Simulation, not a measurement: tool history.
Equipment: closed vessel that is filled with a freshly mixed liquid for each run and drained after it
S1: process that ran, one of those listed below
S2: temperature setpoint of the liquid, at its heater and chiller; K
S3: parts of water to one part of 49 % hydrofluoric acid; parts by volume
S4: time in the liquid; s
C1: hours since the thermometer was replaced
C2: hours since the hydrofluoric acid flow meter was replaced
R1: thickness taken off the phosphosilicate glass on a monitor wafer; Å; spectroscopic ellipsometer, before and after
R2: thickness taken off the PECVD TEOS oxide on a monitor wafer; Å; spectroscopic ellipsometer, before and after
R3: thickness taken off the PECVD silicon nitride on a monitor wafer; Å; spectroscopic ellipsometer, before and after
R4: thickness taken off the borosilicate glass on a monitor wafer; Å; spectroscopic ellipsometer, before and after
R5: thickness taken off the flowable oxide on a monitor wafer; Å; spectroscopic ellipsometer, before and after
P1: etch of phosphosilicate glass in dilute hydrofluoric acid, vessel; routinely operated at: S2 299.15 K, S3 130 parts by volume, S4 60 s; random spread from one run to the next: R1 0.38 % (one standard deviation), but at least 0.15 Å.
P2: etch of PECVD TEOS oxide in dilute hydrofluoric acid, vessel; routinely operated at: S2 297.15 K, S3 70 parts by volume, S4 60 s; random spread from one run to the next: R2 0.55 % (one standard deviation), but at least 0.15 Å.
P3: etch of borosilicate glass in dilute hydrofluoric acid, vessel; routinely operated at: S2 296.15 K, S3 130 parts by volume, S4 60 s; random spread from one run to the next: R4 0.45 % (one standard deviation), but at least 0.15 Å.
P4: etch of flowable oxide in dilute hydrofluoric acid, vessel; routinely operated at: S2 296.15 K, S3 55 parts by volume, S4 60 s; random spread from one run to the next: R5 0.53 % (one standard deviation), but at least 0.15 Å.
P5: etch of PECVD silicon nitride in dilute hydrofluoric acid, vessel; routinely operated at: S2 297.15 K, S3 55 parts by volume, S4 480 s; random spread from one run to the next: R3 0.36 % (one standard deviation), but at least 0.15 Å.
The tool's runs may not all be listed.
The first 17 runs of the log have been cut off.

run   hour  S1      S2   S3   S4     C1      C2      R1       R2       R3       R4      R5
 18  175.3  P3  296.15  130   60  341.0  1068.5                            194.720
 19  190.5  P1  295.15  130   60  356.2  1083.7  426.43
 20  206.0  P4  296.15   55   60  371.7  1099.2                                     399.85
 21  221.8  P1  299.15  215  100  387.5  1115.0  456.88
 22  232.8  P4  296.15   55   60  398.5  1126.0                                     395.82
 23  244.0  P2  297.15  130   60  409.7  1137.2           93.989
 24  258.9  P3  296.15  130   30  424.6  1152.1                             96.826
 25  267.0  P1  299.15  130   60  432.7  1160.2  502.42
 26  276.5  P4  290.15   55   60  442.2  1169.7                                     311.36
 27  287.6  P5  297.15   80  480  453.3  1180.8                   125.680
 28  298.8  P1  299.15  130   60  464.5  1192.0  497.57
 29  314.4  P3  296.15  130   60  480.1  1207.6                            193.410
 30  328.9  P4  296.15   25   60  494.6  1222.1                                     910.73
     330.9  -- hydrofluoric acid flow meter replaced
 31  342.2  P2  297.15   70   60  507.9    11.3          187.640
 32  354.2  P1  299.15  205   60  519.9    23.3  291.49
 33  368.2  P1  299.15  130  105  533.9    37.3  876.43
 34  381.5  P1  299.15  130   60  547.2    50.6  500.26
 35  388.8  P1  299.15  130   60  554.5    57.9  484.93
 36  396.1  P1  299.15  130   60  561.8    65.2  481.08
 37  407.0  P1  299.15  130   60  572.7    76.1  469.70
 38  417.0  P1  299.15  130   60  582.7    86.1  467.03
 39  432.1  P1  299.15  130   60  597.8   101.2  466.46
 40  441.5  P1  299.15  130   60  607.2   110.6  467.66

Estimate the outcome of run 41 from the log above:
 41  449.0  P1  299.15  130  60  614.7  118.1   ?

R1: 464.65 Å
